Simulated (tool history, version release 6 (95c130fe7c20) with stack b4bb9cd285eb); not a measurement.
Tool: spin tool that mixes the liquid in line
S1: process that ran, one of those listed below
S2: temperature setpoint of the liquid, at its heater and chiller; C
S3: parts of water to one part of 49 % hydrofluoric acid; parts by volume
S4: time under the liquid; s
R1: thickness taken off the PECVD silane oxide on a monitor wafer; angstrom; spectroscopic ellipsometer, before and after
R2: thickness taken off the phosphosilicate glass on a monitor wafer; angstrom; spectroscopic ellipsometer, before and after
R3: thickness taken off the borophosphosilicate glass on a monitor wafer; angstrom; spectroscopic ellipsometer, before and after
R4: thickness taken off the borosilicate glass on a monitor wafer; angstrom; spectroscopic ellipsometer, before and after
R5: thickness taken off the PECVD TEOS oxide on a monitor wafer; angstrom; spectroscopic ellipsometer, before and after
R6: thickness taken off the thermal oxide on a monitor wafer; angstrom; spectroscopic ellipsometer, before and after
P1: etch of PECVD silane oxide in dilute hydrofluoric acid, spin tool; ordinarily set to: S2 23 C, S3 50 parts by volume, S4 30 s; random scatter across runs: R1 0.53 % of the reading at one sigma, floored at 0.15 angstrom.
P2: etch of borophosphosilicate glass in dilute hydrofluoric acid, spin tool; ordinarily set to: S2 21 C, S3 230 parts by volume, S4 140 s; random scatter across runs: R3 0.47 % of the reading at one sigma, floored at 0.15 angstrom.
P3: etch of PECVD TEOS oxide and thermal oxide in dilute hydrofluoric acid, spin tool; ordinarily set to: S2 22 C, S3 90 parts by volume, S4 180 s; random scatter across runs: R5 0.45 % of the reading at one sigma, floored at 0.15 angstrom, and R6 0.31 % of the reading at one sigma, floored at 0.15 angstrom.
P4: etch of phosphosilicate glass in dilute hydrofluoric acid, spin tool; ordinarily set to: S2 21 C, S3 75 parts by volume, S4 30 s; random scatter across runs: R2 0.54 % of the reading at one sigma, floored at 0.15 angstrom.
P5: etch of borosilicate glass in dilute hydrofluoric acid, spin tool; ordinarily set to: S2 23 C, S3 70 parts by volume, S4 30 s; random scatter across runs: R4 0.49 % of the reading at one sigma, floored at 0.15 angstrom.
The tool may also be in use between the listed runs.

| run | hour | S1 | S2 | S3 | S4 | R1 | R2 | R3 | R4 | R5 | R6 |
|---|---|---|---|---|---|---|---|---|---|---|---|
| 1 | 6.3 | P1 | 23 | 50 | 30 | 279.57 |  |  |  |  |  |
| 2 | 10.6 | P1 | 23 | 50 | 30 | 278.75 |  |  |  |  |  |
| 3 | 14.5 | P4 | 21 | 75 | 50 |  | 604.77 |  |  |  |  |
| 4 | 19.5 | P2 | 28.5 | 230 | 140 |  |  | 243.51 |  |  |  |
| 5 | 25.7 | P5 | 23 | 125 | 30 |  |  |  | 104.86 |  |  |
| 6 | 29.9 | P1 | 19.5 | 75 | 30 | 155.44 |  |  |  |  |  |
| 7 | 34.5 | P1 | 23 | 20 | 30 | 728.67 |  |  |  |  |  |
| 8 | 38.3 | P1 | 17 | 50 | 30 | 217.59 |  |  |  |  |  |
| 9 | 42.8 | P3 | 17 | 90 | 180 |  |  |  |  | 252.39 | 73.019 |
| 10 | 49.2 | P2 | 21 | 230 | 205 |  |  | 271.95 |  |  |  |
| 11 | 54 | P1 | 23 | 50 | 60 | 557.52 |  |  |  |  |  |
| 12 | 60.3 | P5 | 23 | 70 | 15 |  |  |  | 100.55 |  |  |
| 13 | 64.4 | P4 | 21 | 110 | 30 |  | 237.38 |  |  |  |  |
| 14 | 68.6 | P1 | 23 | 50 | 30 | 280.55 |  |  |  |  |  |
| 15 | 73.5 | P2 | 21 | 230 | 140 |  |  | 185.37 |  |  |  |
| 16 | 77.8 | P1 | 23 | 50 | 30 | 280.94 |  |  |  |  |  |
| 17 | 84.7 | P1 | 26.5 | 50 | 30 | 322.74 |  |  |  |  |  |
| 18 | 90.2 | P3 | 22 | 90 | 180 |  |  |  |  | 309.19 | 90.036 |
| 19 | 96.7 | P2 | 21 | 230 | 140 |  |  | 185.27 |  |  |  |
| 20 | 99.9 | P4 | 21 | 75 | 30 |  | 363.61 |  |  |  |  |
| 21 | 105.4 | P5 | 17 | 70 | 30 |  |  |  | 156.02 |  |  |
| 22 | 109.1 | P3 | 22 | 20 | 180 |  |  |  |  | 1531 | 440.6 |
| 23 | 114.5 | P1 | 23 | 90 | 30 | 147.46 |  |  |  |  |  |
| 24 | 121.2 | P1 | 27.5 | 80 | 30 | 199.02 |  |  |  |  |  |
| 25 | 127.8 | P1 | 23 | 50 | 30 | 282.32 |  |  |  |  |  |
| 26 | 134.6 | P1 | 23 | 50 | 30 | 277.48 |  |  |  |  |  |
| 27 | 138.7 | P2 | 21 | 385 | 140 |  |  | 95.883 |  |  |  |
| 28 | 144.6 | P5 | 23 | 70 | 30 |  |  |  | 201.7 |  |  |
| 29 | 148.8 | P1 | 23 | 50 | 15 | 140.19 |  |  |  |  |  |
| 30 | 152.4 | P4 | 17 | 75 | 30 |  | 303.95 |  |  |  |  |
| 31 | 158.7 | P5 | 23 | 70 | 30 |  |  |  | 200.11 |  |  |
| 32 | 166 | P3 | 22 | 90 | 30 |  |  |  |  | 51.709 | 15.037 |
| 33 | 170.5 | P1 | 23 | 50 | 30 | 280.14 |  |  |  |  |  |

Run 34 comes next. What will it give?
| 34 | 176.3 | P1 | 23 | 50 | 30 | ? |  |  |  |  |  |

R1: 292.62 angstrom

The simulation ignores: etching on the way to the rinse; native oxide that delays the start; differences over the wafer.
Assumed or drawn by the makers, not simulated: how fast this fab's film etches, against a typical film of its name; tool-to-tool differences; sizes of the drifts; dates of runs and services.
